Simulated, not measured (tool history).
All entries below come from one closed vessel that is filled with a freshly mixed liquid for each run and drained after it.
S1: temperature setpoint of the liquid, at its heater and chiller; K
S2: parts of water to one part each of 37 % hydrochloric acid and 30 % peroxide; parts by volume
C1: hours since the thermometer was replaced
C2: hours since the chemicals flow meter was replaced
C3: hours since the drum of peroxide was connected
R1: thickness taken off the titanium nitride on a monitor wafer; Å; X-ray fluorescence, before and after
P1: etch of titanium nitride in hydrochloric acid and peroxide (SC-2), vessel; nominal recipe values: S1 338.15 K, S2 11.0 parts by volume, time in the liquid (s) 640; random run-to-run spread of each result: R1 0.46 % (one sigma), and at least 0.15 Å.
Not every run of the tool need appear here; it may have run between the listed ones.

Run 1, day 0.275: S1 338.15 K, S2 11.0 parts by volume, time in the liquid (s) 640; C1 1322.2; C2 222.7; C3 647.7. Result: R1 471.22 Å.
Run 2, day 0.538: S1 338.15 K, S2 11.0 parts by volume, time in the liquid (s) 640; C1 1328.5; C2 229.0; C3 654.0. Result: R1 469.04 Å.
At day 0.583: chemicals flow meter replaced.
Run 3, day 0.846: S1 338.15 K, S2 4.0 parts by volume, time in the liquid (s) 640; C1 1335.9; C2 6.4; C3 661.4. Result: R1 1015.30 Å.
Run 4, day 1.058: S1 338.15 K, S2 11.0 parts by volume, time in the liquid (s) 1030; C1 1341.0; C2 11.5; C3 666.5. Result: R1 752.29 Å.
Run 5, day 1.308: S1 338.15 K, S2 11.0 parts by volume, time in the liquid (s) 275; C1 1347.0; C2 17.5; C3 672.5. Result: R1 201.14 Å.
Run 6, day 1.529: S1 338.15 K, S2 11.0 parts by volume, time in the liquid (s) 640; C1 1352.3; C2 22.8; C3 677.8. Result: R1 468.41 Å.
Run 7, day 1.767: S1 326.65 K, S2 11.0 parts by volume, time in the liquid (s) 640; C1 1358.0; C2 28.5; C3 683.5. Result: R1 225.79 Å.
Run 8, day 1.942: S1 338.15 K, S2 11.0 parts by volume, time in the liquid (s) 640; C1 1362.2; C2 32.7; C3 687.7. Result: R1 469.30 Å.
Run 9, day 2.108: S1 345.15 K, S2 11.0 parts by volume, time in the liquid (s) 640; C1 1366.2; C2 36.7; C3 691.7. Result: R1 703.39 Å.
Run 10, day 2.271: S1 338.15 K, S2 16.5 parts by volume, time in the liquid (s) 640; C1 1370.1; C2 40.6; C3 695.6. Result: R1 330.65 Å.
Run 11, day 2.517: S1 327.15 K, S2 19.0 parts by volume, time in the liquid (s) 640; C1 1376.0; C2 46.5; C3 701.5. Result: R1 145.18 Å.
Run 12, day 2.746: S1 338.15 K, S2 11.0 parts by volume, time in the liquid (s) 640; C1 1381.5; C2 52.0; C3 707.0. Result: R1 469.74 Å.
At day 2.804: new drum of peroxide connected.
Run 13, day 2.900: S1 338.15 K, S2 11.0 parts by volume, time in the liquid (s) 640; C1 1385.2; C2 55.7; C3 2.3. Result: R1 472.57 Å.
Run 14, day 3.196: S1 338.15 K, S2 11.0 parts by volume, time in the liquid (s) 640; C1 1392.3; C2 62.8; C3 9.4. Result: R1 466.45 Å.
Run 15, day 3.525: S1 338.15 K, S2 11.0 parts by volume, time in the liquid (s) 640; C1 1400.2; C2 70.7; C3 17.3. Result: R1 486.17 Å.
Run 16, day 3.758: S1 338.15 K, S2 11.0 parts by volume, time in the liquid (s) 640; C1 1405.8; C2 76.3; C3 22.9. Result: R1 488.02 Å.
Run 17, day 3.925: S1 338.15 K, S2 11.0 parts by volume, time in the liquid (s) 640; C1 1409.8; C2 80.3; C3 26.9. Result: R1 493.44 Å.
Run 18, day 4.208: S1 338.15 K, S2 11.0 parts by volume, time in the liquid (s) 640; C1 1416.6; C2 87.1; C3 33.7. Result: R1 500.31 Å.
Run 19, day 4.462: S1 338.15 K, S2 11.0 parts by volume, time in the liquid (s) 640; C1 1422.7; C2 93.2; C3 39.8. Result: R1 503.53 Å.
Run 20, day 4.754: S1 338.15 K, S2 11.0 parts by volume, time in the liquid (s) 640; C1 1429.7; C2 100.2; C3 46.8. Result: R1 506.91 Å.
Run 21, day 5.079: S1 338.15 K, S2 11.0 parts by volume, time in the liquid (s) 640; C1 1437.5; C2 108.0; C3 54.6. Result: R1 506.94 Å.
Run 22, day 5.325: S1 338.15 K, S2 11.0 parts by volume, time in the liquid (s) 640; C1 1443.4; C2 113.9; C3 60.5. Result: R1 507.55 Å.
Run 23, day 5.579: S1 338.15 K, S2 11.0 parts by volume, time in the liquid (s) 640; C1 1449.5; C2 120.0; C3 66.6. Result: R1 508.81 Å.
Run 24, day 5.912: S1 338.15 K, S2 11.0 parts by volume, time in the liquid (s) 640; C1 1457.5; C2 128.0; C3 74.6. Result: R1 504.30 Å.

Something has made what P1 gives creep away from where it was; the 2 causes below, each at its own stated size, fit the log equally well:
A: chemicals flow above the setpoint (%) = 10
B: liquid hotter than its thermometer reads (K) = 1.33
The process output started creeping at around day 3.196.
The rest of the possible causes, and what rules out each one:
peroxide weaker than its label (%): at its largest 8, which would move R1 by -7.4 %, too little to match the creep or of the wrong sign

Below are 4 check runs, each averaged over 2 wafers, with their results shown as question marks. Which of them would give clearly different results depending on which cause is behind the drift?
Run check 1, day 6.246: S1 338.15 K, S2 15.5 parts by volume, time in the liquid (s) 325. Result: R1 ?.
Run check 2, day 6.246: S1 326.65 K, S2 4.0 parts by volume, time in the liquid (s) 640. Result: R1 ?.
Run check 3, day 6.246: S1 338.15 K, S2 11.0 parts by volume, time in the liquid (s) 380. Result: R1 ?.
Run check 4, day 6.246: S1 328.15 K, S2 11.0 parts by volume, time in the liquid (s) 640. Result: R1 ?.

What every check run would give for each of its results, assuming each possible cause in turn:
  check  result    if A    if B
check 1      R1  192.13  191.51
check 2      R1  523.23  535.86
check 3      R1  301.24  301.42
check 4      R1  270.89  272.41
How far apart the two closest causes lie, in the result that separates them most: check 1 0.33 %; check 2 2.39 %; check 3 0.06 %; check 4 0.56 %
The causes can be told apart only by check 2. The other checks would give nearly the same results under each of them.

Check 2 has now been run. It gave: R1 534.66 Å. Which of the candidate causes is it?

B is the cause: liquid hotter than its thermometer reads (K).

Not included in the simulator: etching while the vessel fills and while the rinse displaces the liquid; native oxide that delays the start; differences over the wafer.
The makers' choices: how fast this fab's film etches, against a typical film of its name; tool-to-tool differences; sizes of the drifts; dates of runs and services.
